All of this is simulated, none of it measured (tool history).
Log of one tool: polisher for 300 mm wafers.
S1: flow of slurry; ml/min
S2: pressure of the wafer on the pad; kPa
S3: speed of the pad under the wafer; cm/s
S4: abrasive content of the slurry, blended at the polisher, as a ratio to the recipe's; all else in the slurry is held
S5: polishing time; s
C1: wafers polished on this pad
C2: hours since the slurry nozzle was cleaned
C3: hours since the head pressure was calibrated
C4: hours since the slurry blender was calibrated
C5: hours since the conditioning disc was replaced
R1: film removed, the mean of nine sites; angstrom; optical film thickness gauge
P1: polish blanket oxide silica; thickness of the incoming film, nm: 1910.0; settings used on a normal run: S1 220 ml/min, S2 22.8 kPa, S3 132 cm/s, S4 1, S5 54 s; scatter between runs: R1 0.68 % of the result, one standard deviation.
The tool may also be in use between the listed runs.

run,hour,S1,S2,S3,S4,S5,C1,C2,C3,C4,C5,R1
1,10.2,220,22.8,132,1,54,736,222.7,976,104.1,342.4,1370.3
2,20.4,220,22.8,132,1,83,855,232.9,986.2,114.3,352.6,2119.1
3,31.5,220,22.8,132,1,40,986,244,997.3,125.4,363.7,1017.9
4,42.6,220,22.8,198,1,78,1116,255.1,1008.4,136.5,374.8,2788.1
5,54.9,220,22.8,132,1,54,1260,267.4,1020.7,148.8,387.1,1406.5
6,64.4,220,22.8,132,1.45,54,1372,276.9,1030.2,158.3,396.6,1616.1
# hour 77.1: head pressure recalibrated
7,77.6,220,22.8,132,1,54,1526,290.1,0.5,171.5,409.8,1382.8
8,90.2,220,15.9,132,1,54,1674,302.7,13.1,184.1,422.4,971.57
# hour 95.9: slurry blender recalibrated
9,100.3,130,22.8,132,1,54,1793,312.8,23.2,4.5,432.5,1284.6
10,107,220,35.2,132,1,54,1871,319.5,29.9,11.2,439.2,2136.6
11,116.3,220,22.8,168,1,54,1981,328.8,39.2,20.5,448.5,1683.1
12,122.4,220,22.8,62,1,54,2052,334.9,45.3,26.6,454.6,749.32
13,135,220,32.4,132,0.65,54,2200,347.5,57.9,39.2,467.2,1579.6
# hour 137.8: conditioning disc replaced and pad reconditioned
14,144.4,220,22.8,132,0.55,54,2310,356.9,67.3,48.6,6.7,1007.9
15,152.4,320,22.8,132,1,54,2404,364.9,75.3,56.6,14.7,1446.5
16,162.7,220,22.8,132,1,54,2525,375.2,85.6,66.9,25,1391.5
17,173.8,220,22.8,132,1,54,2655,386.3,96.7,78,36.1,1386.3
18,182.8,220,22.8,132,1,54,2761,395.3,105.7,87,45.1,1349.2
19,194.3,220,22.8,132,1,54,2896,406.8,117.2,98.5,56.6,1314.8
20,204.6,220,22.8,132,1,54,3017,417.1,127.5,108.8,66.9,1286

What does the tool deliver on the next run?
21,218.3,220,22.8,132,1,54,3178,430.8,141.2,122.5,80.6,?

R1: 1234.3 angstrom

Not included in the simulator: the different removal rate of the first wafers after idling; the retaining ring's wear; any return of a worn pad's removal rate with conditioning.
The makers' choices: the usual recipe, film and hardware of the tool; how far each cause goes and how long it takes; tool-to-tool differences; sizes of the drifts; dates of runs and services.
